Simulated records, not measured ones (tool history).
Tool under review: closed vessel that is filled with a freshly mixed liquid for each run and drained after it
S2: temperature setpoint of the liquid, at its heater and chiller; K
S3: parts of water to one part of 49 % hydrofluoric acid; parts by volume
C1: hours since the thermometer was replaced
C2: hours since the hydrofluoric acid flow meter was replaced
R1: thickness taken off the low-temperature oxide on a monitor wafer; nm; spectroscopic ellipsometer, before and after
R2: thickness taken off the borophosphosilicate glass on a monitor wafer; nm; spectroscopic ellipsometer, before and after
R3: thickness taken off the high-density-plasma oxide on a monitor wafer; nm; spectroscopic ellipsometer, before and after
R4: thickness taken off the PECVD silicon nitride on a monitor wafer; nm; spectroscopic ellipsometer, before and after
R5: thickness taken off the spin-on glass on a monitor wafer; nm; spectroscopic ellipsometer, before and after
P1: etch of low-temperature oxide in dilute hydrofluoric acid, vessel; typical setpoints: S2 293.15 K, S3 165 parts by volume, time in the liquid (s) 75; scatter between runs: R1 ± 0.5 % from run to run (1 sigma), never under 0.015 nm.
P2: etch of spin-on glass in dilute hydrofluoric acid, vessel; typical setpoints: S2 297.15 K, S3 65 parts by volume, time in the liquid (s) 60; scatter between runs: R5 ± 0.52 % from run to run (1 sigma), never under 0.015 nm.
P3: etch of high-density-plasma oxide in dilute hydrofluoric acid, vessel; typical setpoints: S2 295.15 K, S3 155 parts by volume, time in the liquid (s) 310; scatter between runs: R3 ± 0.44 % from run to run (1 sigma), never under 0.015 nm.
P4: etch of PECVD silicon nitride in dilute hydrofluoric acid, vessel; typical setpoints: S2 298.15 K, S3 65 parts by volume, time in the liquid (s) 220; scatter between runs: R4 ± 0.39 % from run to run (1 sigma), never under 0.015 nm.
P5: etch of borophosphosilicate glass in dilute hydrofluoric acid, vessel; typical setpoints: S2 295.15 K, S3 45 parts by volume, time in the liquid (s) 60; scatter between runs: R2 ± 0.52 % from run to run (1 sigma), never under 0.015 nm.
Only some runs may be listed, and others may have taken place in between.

Run 1, hour 4.3: process that ran P1, S2 293.15 K, S3 165 parts by volume, time in the liquid (s) 75; C1 536.1; C2 814.0. Result: R1 5.4191 nm.
Run 2, hour 12.6: process that ran P5, S2 302.15 K, S3 45 parts by volume, time in the liquid (s) 60; C1 544.4; C2 822.3. Result: R2 78.951 nm.
Run 3, hour 21.6: process that ran P3, S2 295.15 K, S3 155 parts by volume, time in the liquid (s) 530; C1 553.4; C2 831.3. Result: R3 18.543 nm.
Run 4, hour 28.0: process that ran P4, S2 292.15 K, S3 65 parts by volume, time in the liquid (s) 220; C1 559.8; C2 837.7. Result: R4 13.247 nm.
Run 5, hour 36.7: process that ran P3, S2 300.65 K, S3 155 parts by volume, time in the liquid (s) 310; C1 568.5; C2 846.4. Result: R3 13.195 nm.
Run 6, hour 40.8: process that ran P1, S2 293.15 K, S3 165 parts by volume, time in the liquid (s) 75; C1 572.6; C2 850.5. Result: R1 5.4926 nm.
At hour 47.9: hydrofluoric acid flow meter replaced.
Run 7, hour 49.1: process that ran P5, S2 295.15 K, S3 45 parts by volume, time in the liquid (s) 60; C1 580.9; C2 1.3. Result: R2 59.082 nm.
Run 8, hour 57.4: process that ran P1, S2 290.15 K, S3 165 parts by volume, time in the liquid (s) 75; C1 589.2; C2 9.6. Result: R1 4.8671 nm.
Run 9, hour 64.7: process that ran P1, S2 293.15 K, S3 165 parts by volume, time in the liquid (s) 75; C1 596.5; C2 16.9. Result: R1 5.4268 nm.
Run 10, hour 71.8: process that ran P5, S2 295.15 K, S3 45 parts by volume, time in the liquid (s) 30; C1 603.6; C2 24.0. Result: R2 29.248 nm.
Run 11, hour 76.7: process that ran P3, S2 295.15 K, S3 155 parts by volume, time in the liquid (s) 310; C1 608.5; C2 28.9. Result: R3 10.750 nm.
Run 12, hour 82.2: process that ran P4, S2 298.15 K, S3 65 parts by volume, time in the liquid (s) 220; C1 614.0; C2 34.4. Result: R4 20.053 nm.
Run 13, hour 88.3: process that ran P1, S2 293.15 K, S3 275 parts by volume, time in the liquid (s) 75; C1 620.1; C2 40.5. Result: R1 2.9684 nm.
Run 14, hour 92.8: process that ran P1, S2 290.15 K, S3 65 parts by volume, time in the liquid (s) 75; C1 624.6; C2 45.0. Result: R1 13.6200 nm.
Run 15, hour 101.1: process that ran P1, S2 300.65 K, S3 165 parts by volume, time in the liquid (s) 75; C1 632.9; C2 53.3. Result: R1 7.3052 nm.
Run 16, hour 108.7: process that ran P1, S2 293.15 K, S3 165 parts by volume, time in the liquid (s) 130; C1 640.5; C2 60.9. Result: R1 9.5107 nm.
Run 17, hour 116.7: process that ran P5, S2 295.15 K, S3 20 parts by volume, time in the liquid (s) 60; C1 648.5; C2 68.9. Result: R2 136.840 nm.
Run 18, hour 123.4: process that ran P1, S2 293.15 K, S3 105 parts by volume, time in the liquid (s) 75; C1 655.2; C2 75.6. Result: R1 9.1264 nm.
Run 19, hour 131.0: process that ran P1, S2 293.15 K, S3 165 parts by volume, time in the liquid (s) 75; C1 662.8; C2 83.2. Result: R1 5.4667 nm.
Run 20, hour 137.6: process that ran P5, S2 295.15 K, S3 45 parts by volume, time in the liquid (s) 60; C1 669.4; C2 89.8. Result: R2 58.669 nm.
Run 21, hour 143.3: process that ran P2, S2 297.15 K, S3 95 parts by volume, time in the liquid (s) 60; C1 675.1; C2 95.5. Result: R5 23.806 nm.
Run 22, hour 152.5: process that ran P3, S2 295.15 K, S3 85 parts by volume, time in the liquid (s) 310; C1 684.3; C2 104.7. Result: R3 21.082 nm.
Run 23, hour 159.8: process that ran P2, S2 301.65 K, S3 65 parts by volume, time in the liquid (s) 60; C1 691.6; C2 112.0. Result: R5 43.718 nm.
Run 24, hour 165.7: process that ran P2, S2 297.15 K, S3 65 parts by volume, time in the liquid (s) 60; C1 697.5; C2 117.9. Result: R5 36.284 nm.
Run 25, hour 174.0: process that ran P1, S2 293.15 K, S3 165 parts by volume, time in the liquid (s) 75; C1 705.8; C2 126.2. Result: R1 5.4156 nm.
Run 26, hour 182.3: process that ran P1, S2 293.15 K, S3 165 parts by volume, time in the liquid (s) 75; C1 714.1; C2 134.5. Result: R1 5.4977 nm.
Run 27, hour 186.8: process that ran P1, S2 293.15 K, S3 80 parts by volume, time in the liquid (s) 45; C1 718.6; C2 139.0. Result: R1 7.4113 nm.
Run 28, hour 191.4: process that ran P4, S2 298.15 K, S3 20 parts by volume, time in the liquid (s) 220; C1 723.2; C2 143.6. Result: R4 62.940 nm.
Run 29, hour 200.3: process that ran P1, S2 293.15 K, S3 165 parts by volume, time in the liquid (s) 30; C1 732.1; C2 152.5. Result: R1 2.1805 nm.
Run 30, hour 204.6: process that ran P2, S2 297.15 K, S3 65 parts by volume, time in the liquid (s) 100; C1 736.4; C2 156.8. Result: R5 61.032 nm.
Run 31, hour 210.1: process that ran P4, S2 298.15 K, S3 65 parts by volume, time in the liquid (s) 430; C1 741.9; C2 162.3. Result: R4 39.168 nm.
Run 32, hour 214.8: process that ran P1, S2 293.15 K, S3 165 parts by volume, time in the liquid (s) 75; C1 746.6; C2 167.0. Result: R1 5.5008 nm.
Run 33, hour 219.8: process that ran P1, S2 293.15 K, S3 165 parts by volume, time in the liquid (s) 75; C1 751.6; C2 172.0. Result: R1 5.3535 nm.
Run 34, hour 225.3: process that ran P1, S2 293.15 K, S3 165 parts by volume, time in the liquid (s) 75; C1 757.1; C2 177.5. Result: R1 5.2683 nm.
Run 35, hour 231.5: process that ran P1, S2 293.15 K, S3 165 parts by volume, time in the liquid (s) 75; C1 763.3; C2 183.7. Result: R1 5.1793 nm.
Run 36, hour 240.5: process that ran P1, S2 293.15 K, S3 165 parts by volume, time in the liquid (s) 75; C1 772.3; C2 192.7. Result: R1 5.1780 nm.
Run 37, hour 249.1: process that ran P1, S2 293.15 K, S3 165 parts by volume, time in the liquid (s) 75; C1 780.9; C2 201.3. Result: R1 5.1349 nm.
Run 38, hour 254.3: process that ran P1, S2 293.15 K, S3 165 parts by volume, time in the liquid (s) 75; C1 786.1; C2 206.5. Result: R1 5.1657 nm.
Run 39, hour 263.4: process that ran P1, S2 293.15 K, S3 165 parts by volume, time in the liquid (s) 75; C1 795.2; C2 215.6. Result: R1 5.1163 nm.

What P1 gives has crept away from where it was. These 2 causes fit the log equally well, each at the size given:
A: hydrofluoric acid flow below the setpoint (%) = 5.43
B: liquid colder than its thermometer reads (K) = 1.65
At approximately hour 214.8, the process output began to creep.

Each of the 4 check runs below uses one wafer; its results are left as question marks. Which run tells the causes apart?
Run check 1, hour 272.5: process that ran P2, S2 297.15 K, S3 65 parts by volume, time in the liquid (s) 60. Result: R5 ?.
Run check 2, hour 272.5: process that ran P5, S2 295.15 K, S3 45 parts by volume, time in the liquid (s) 60. Result: R2 ?.
Run check 3, hour 272.5: process that ran P4, S2 298.15 K, S3 65 parts by volume, time in the liquid (s) 220. Result: R4 ?.
Run check 4, hour 272.5: process that ran P3, S2 295.15 K, S3 155 parts by volume, time in the liquid (s) 310. Result: R3 ?.

What every check run would give for each of its results, assuming each possible cause in turn:
  check  result    if A    if B
check 1      R5  34.170  33.934
check 2      R2  55.409  54.821
check 3      R4  18.886  17.869
check 4      R3  10.057  10.064
Smallest distance between any two causes, each pair judged by its most separating result, in per cent: check 1 0.69 %; check 2 1.07 %; check 3 5.54 %; check 4 0.07 %
The other checks would show nearly matching results whichever cause is true, so check 3 is the only one that separates the causes.

Running check 3 produced the following: R4 18.900 nm. Which one of the listed causes fits?

The cause is A: hydrofluoric acid flow below the setpoint (%).
